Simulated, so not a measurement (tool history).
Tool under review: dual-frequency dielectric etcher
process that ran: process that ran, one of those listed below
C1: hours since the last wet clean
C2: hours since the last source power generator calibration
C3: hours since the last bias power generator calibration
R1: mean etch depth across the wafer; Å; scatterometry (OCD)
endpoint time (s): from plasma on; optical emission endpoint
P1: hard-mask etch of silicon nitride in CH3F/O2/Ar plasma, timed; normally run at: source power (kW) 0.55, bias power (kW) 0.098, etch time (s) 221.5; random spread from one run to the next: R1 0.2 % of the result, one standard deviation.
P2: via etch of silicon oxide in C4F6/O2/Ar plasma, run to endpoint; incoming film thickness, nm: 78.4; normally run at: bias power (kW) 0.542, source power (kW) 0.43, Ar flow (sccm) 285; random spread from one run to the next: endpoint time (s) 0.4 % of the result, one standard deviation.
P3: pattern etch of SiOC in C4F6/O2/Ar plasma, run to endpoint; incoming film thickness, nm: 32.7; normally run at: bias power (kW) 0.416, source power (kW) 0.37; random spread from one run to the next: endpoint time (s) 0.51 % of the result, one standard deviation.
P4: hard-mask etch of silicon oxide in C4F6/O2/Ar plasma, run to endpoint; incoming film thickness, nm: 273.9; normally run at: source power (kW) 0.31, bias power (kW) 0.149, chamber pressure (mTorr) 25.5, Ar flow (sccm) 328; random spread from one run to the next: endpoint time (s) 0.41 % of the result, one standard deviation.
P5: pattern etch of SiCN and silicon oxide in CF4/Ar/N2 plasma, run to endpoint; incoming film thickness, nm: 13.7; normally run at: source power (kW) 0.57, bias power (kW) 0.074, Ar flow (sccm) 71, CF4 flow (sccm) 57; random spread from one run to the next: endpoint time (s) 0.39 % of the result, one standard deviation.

{"run": 1, "hour": 17.1, "process that ran": "P1", "source power (kW)": 0.55, "bias power (kW)": 0.098, "etch time (s)": 221.5, "C1": 201.8, "C2": 616.9, "C3": 1300.1, "R1": 2022}
{"run": 2, "hour": 26.4, "process that ran": "P5", "source power (kW)": 0.57, "bias power (kW)": 0.074, "Ar flow (sccm)": 71, "CF4 flow (sccm)": 70, "C1": 211.1, "C2": 626.2, "C3": 1309.4, "endpoint time (s)": 12.569}
{"run": 3, "hour": 34.3, "process that ran": "P1", "source power (kW)": 0.73, "bias power (kW)": 0.078, "etch time (s)": 221.5, "C1": 219, "C2": 634.1, "C3": 1317.3, "R1": 2076.9}
{"run": 4, "hour": 48.9, "process that ran": "P4", "source power (kW)": 0.31, "bias power (kW)": 0.177, "Ar flow (sccm)": 328, "chamber pressure (mTorr)": 25.5, "C1": 233.6, "C2": 648.7, "C3": 1331.9, "endpoint time (s)": 98.211}
{"run": 5, "hour": 62.7, "process that ran": "P2", "source power (kW)": 0.43, "bias power (kW)": 0.369, "Ar flow (sccm)": 285, "C1": 247.4, "C2": 662.5, "C3": 1345.7, "endpoint time (s)": 18.108}
{"run": 6, "hour": 80.0, "process that ran": "P1", "source power (kW)": 0.55, "bias power (kW)": 0.072, "etch time (s)": 221.5, "C1": 264.7, "C2": 679.8, "C3": 1363, "R1": 1820.3}
{"run": 7, "hour": 92.2, "process that ran": "P3", "source power (kW)": 0.24, "bias power (kW)": 0.416, "C1": 276.9, "C2": 692, "C3": 1375.2, "endpoint time (s)": 14.19}
{"run": 8, "hour": 105.8, "process that ran": "P2", "source power (kW)": 0.43, "bias power (kW)": 0.542, "Ar flow (sccm)": 285, "C1": 290.5, "C2": 705.6, "C3": 1388.8, "endpoint time (s)": 15.657}
{"run": 9, "hour": 119.6, "process that ran": "P5", "source power (kW)": 0.43, "bias power (kW)": 0.074, "Ar flow (sccm)": 71, "CF4 flow (sccm)": 57, "C1": 304.3, "C2": 719.4, "C3": 1402.6, "endpoint time (s)": 16.583}
{"run": 10, "hour": 134.2, "process that ran": "P4", "source power (kW)": 0.31, "bias power (kW)": 0.149, "Ar flow (sccm)": 328, "chamber pressure (mTorr)": 25.5, "C1": 318.9, "C2": 734, "C3": 1417.2, "endpoint time (s)": 103.81}
{"run": 11, "hour": 143.2, "process that ran": "P1", "source power (kW)": 0.55, "bias power (kW)": 0.098, "etch time (s)": 122.5, "C1": 327.9, "C2": 743, "C3": 1426.2, "R1": 1119}
{"run": 12, "hour": 155.2, "process that ran": "P2", "source power (kW)": 0.43, "bias power (kW)": 0.542, "Ar flow (sccm)": 184, "C1": 339.9, "C2": 755, "C3": 1438.2, "endpoint time (s)": 15.04}
{"run": 13, "hour": 163.0, "process that ran": "P4", "source power (kW)": 0.31, "bias power (kW)": 0.149, "Ar flow (sccm)": 328, "chamber pressure (mTorr)": 32, "C1": 347.7, "C2": 762.8, "C3": 1446, "endpoint time (s)": 106.38}
{"run": 14, "hour": 175.5, "process that ran": "P1", "source power (kW)": 0.55, "bias power (kW)": 0.098, "etch time (s)": 221.5, "C1": 360.2, "C2": 775.3, "C3": 1458.5, "R1": 2025.1}
{"run": 15, "hour": 183.6, "process that ran": "P1", "source power (kW)": 0.55, "bias power (kW)": 0.098, "etch time (s)": 221.5, "C1": 368.3, "C2": 783.4, "C3": 1466.6, "R1": 2020}
{"hour": 197.6, "done": "bias power generator calibrated"}
{"run": 16, "hour": 198.6, "process that ran": "P2", "source power (kW)": 0.26, "bias power (kW)": 0.542, "Ar flow (sccm)": 285, "C1": 383.3, "C2": 798.4, "C3": 1, "endpoint time (s)": 18.817}
{"run": 17, "hour": 211.4, "process that ran": "P1", "source power (kW)": 0.72, "bias power (kW)": 0.066, "etch time (s)": 221.5, "C1": 396.1, "C2": 811.2, "C3": 13.8, "R1": 1960}
{"run": 18, "hour": 222.8, "process that ran": "P1", "source power (kW)": 0.55, "bias power (kW)": 0.098, "etch time (s)": 323, "C1": 407.5, "C2": 822.6, "C3": 25.2, "R1": 2942.1}
{"run": 19, "hour": 236.4, "process that ran": "P4", "source power (kW)": 0.31, "bias power (kW)": 0.149, "Ar flow (sccm)": 328, "chamber pressure (mTorr)": 25.5, "C1": 421.1, "C2": 836.2, "C3": 38.8, "endpoint time (s)": 103.71}
{"run": 20, "hour": 251.3, "process that ran": "P5", "source power (kW)": 0.57, "bias power (kW)": 0.074, "Ar flow (sccm)": 90, "CF4 flow (sccm)": 57, "C1": 436, "C2": 851.1, "C3": 53.7, "endpoint time (s)": 13.439}
{"run": 21, "hour": 265.5, "process that ran": "P3", "source power (kW)": 0.37, "bias power (kW)": 0.416, "C1": 450.2, "C2": 865.3, "C3": 67.9, "endpoint time (s)": 12.089}
{"run": 22, "hour": 279.6, "process that ran": "P3", "source power (kW)": 0.37, "bias power (kW)": 0.529, "C1": 464.3, "C2": 879.4, "C3": 82, "endpoint time (s)": 10.972}
{"run": 23, "hour": 292.6, "process that ran": "P5", "source power (kW)": 0.57, "bias power (kW)": 0.074, "Ar flow (sccm)": 71, "CF4 flow (sccm)": 57, "C1": 477.3, "C2": 892.4, "C3": 95, "endpoint time (s)": 12.84}
{"run": 24, "hour": 310.0, "process that ran": "P4", "source power (kW)": 0.24, "bias power (kW)": 0.149, "Ar flow (sccm)": 328, "chamber pressure (mTorr)": 25.5, "C1": 494.7, "C2": 909.8, "C3": 112.4, "endpoint time (s)": 114.52}
{"run": 25, "hour": 318.5, "process that ran": "P5", "source power (kW)": 0.57, "bias power (kW)": 0.074, "Ar flow (sccm)": 71, "CF4 flow (sccm)": 57, "C1": 503.2, "C2": 918.3, "C3": 120.9, "endpoint time (s)": 12.932}
{"run": 26, "hour": 330.3, "process that ran": "P1", "source power (kW)": 0.55, "bias power (kW)": 0.098, "etch time (s)": 221.5, "C1": 515, "C2": 930.1, "C3": 132.7, "R1": 2030}
{"run": 27, "hour": 346.2, "process that ran": "P4", "source power (kW)": 0.31, "bias power (kW)": 0.149, "Ar flow (sccm)": 425, "chamber pressure (mTorr)": 25.5, "C1": 530.9, "C2": 946, "C3": 148.6, "endpoint time (s)": 107.04}
{"run": 28, "hour": 354.1, "process that ran": "P1", "source power (kW)": 0.55, "bias power (kW)": 0.098, "etch time (s)": 221.5, "C1": 538.8, "C2": 953.9, "C3": 156.5, "R1": 2015.7}
{"run": 29, "hour": 370.8, "process that ran": "P3", "source power (kW)": 0.37, "bias power (kW)": 0.416, "C1": 555.5, "C2": 970.6, "C3": 173.2, "endpoint time (s)": 12.032}
{"run": 30, "hour": 380.0, "process that ran": "P1", "source power (kW)": 0.55, "bias power (kW)": 0.128, "etch time (s)": 221.5, "C1": 564.7, "C2": 979.8, "C3": 182.4, "R1": 2242.7}
{"run": 31, "hour": 396.2, "process that ran": "P1", "source power (kW)": 0.44, "bias power (kW)": 0.098, "etch time (s)": 221.5, "C1": 580.9, "C2": 996, "C3": 198.6, "R1": 1860.6}
{"run": 32, "hour": 411.7, "process that ran": "P5", "source power (kW)": 0.57, "bias power (kW)": 0.098, "Ar flow (sccm)": 71, "CF4 flow (sccm)": 57, "C1": 596.4, "C2": 1011.5, "C3": 214.1, "endpoint time (s)": 11.845}
{"run": 33, "hour": 423.5, "process that ran": "P1", "source power (kW)": 0.69, "bias power (kW)": 0.098, "etch time (s)": 221.5, "C1": 608.2, "C2": 1023.3, "C3": 225.9, "R1": 2200.3}
{"run": 34, "hour": 434.2, "process that ran": "P1", "source power (kW)": 0.55, "bias power (kW)": 0.098, "etch time (s)": 221.5, "C1": 618.9, "C2": 1034, "C3": 236.6, "R1": 2026.6}
{"run": 35, "hour": 447.1, "process that ran": "P1", "source power (kW)": 0.55, "bias power (kW)": 0.098, "etch time (s)": 221.5, "C1": 631.8, "C2": 1046.9, "C3": 249.5, "R1": 2015.1}
{"run": 36, "hour": 461.2, "process that ran": "P1", "source power (kW)": 0.55, "bias power (kW)": 0.098, "etch time (s)": 221.5, "C1": 645.9, "C2": 1061, "C3": 263.6, "R1": 2000.3}
{"hour": 469.4, "done": "wet clean of the chamber"}
{"run": 37, "hour": 469.5, "process that ran": "P1", "source power (kW)": 0.55, "bias power (kW)": 0.098, "etch time (s)": 221.5, "C1": 0.2, "C2": 1069.3, "C3": 271.9, "R1": 2004.3}
{"run": 38, "hour": 486.7, "process that ran": "P1", "source power (kW)": 0.55, "bias power (kW)": 0.098, "etch time (s)": 221.5, "C1": 17.4, "C2": 1086.5, "C3": 289.1, "R1": 1995.4}
{"run": 39, "hour": 503.3, "process that ran": "P1", "source power (kW)": 0.55, "bias power (kW)": 0.098, "etch time (s)": 221.5, "C1": 34, "C2": 1103.1, "C3": 305.7, "R1": 1994.6}
{"run": 40, "hour": 519.7, "process that ran": "P1", "source power (kW)": 0.55, "bias power (kW)": 0.098, "etch time (s)": 221.5, "C1": 50.4, "C2": 1119.5, "C3": 322.1, "R1": 1991.1}

P1 has crept away from where it was. The log is fitted equally well by each of these 2 causes, at the sizes shown:
A: bias power that arrives under what is set, % = 4.24
B: source power that arrives under what is set, % = 4.04
Creep in the process output first set in at about hour 434.2.
What rules out each remaining cause:
chamber walls in a state that lowers the etch rate, %: maintenance at hour 469.4, after the shift began, did not return the process to its former output

Below are 4 check runs, each averaged over 2 wafers, with their results shown as question marks. Which of them would give clearly different results depending on which cause is behind the drift?
{"run": "check 1", "hour": 536.1, "process that ran": "P5", "source power (kW)": 0.57, "bias power (kW)": 0.074, "Ar flow (sccm)": 71, "CF4 flow (sccm)": 57, "endpoint time (s)": "?"}
{"run": "check 2", "hour": 536.1, "process that ran": "P3", "source power (kW)": 0.37, "bias power (kW)": 0.416, "endpoint time (s)": "?"}
{"run": "check 3", "hour": 536.1, "process that ran": "P2", "source power (kW)": 0.43, "bias power (kW)": 0.542, "Ar flow (sccm)": 285, "endpoint time (s)": "?"}
{"run": "check 4", "hour": 536.1, "process that ran": "P4", "source power (kW)": 0.31, "bias power (kW)": 0.149, "Ar flow (sccm)": 328, "chamber pressure (mTorr)": 25.5, "endpoint time (s)": "?"}

Predicted outcomes, by check and by cause:
check=check_1 result=endpoint_time_(s) if_A=13.115 if_B=13.412
check=check_2 result=endpoint_time_(s) if_A=12.3 if_B=12.295
check=check_3 result=endpoint_time_(s) if_A=15.976 if_B=15.958
check=check_4 result=endpoint_time_(s) if_A=105.1 if_B=105.39
Per check, the gap between the least separated pair of causes, taken in the result that splits them most: check 1 2.25 %; check 2 0.04 %; check 3 0.11 %; check 4 0.28 %
Only in check 1 would the causes give clearly different results; in the remaining checks their results would be nearly the same.

Then check 1 was run and gave: endpoint time (s) 13.443. Which cause is it?

The correct cause is B, namely: source power that arrives under what is set, %.
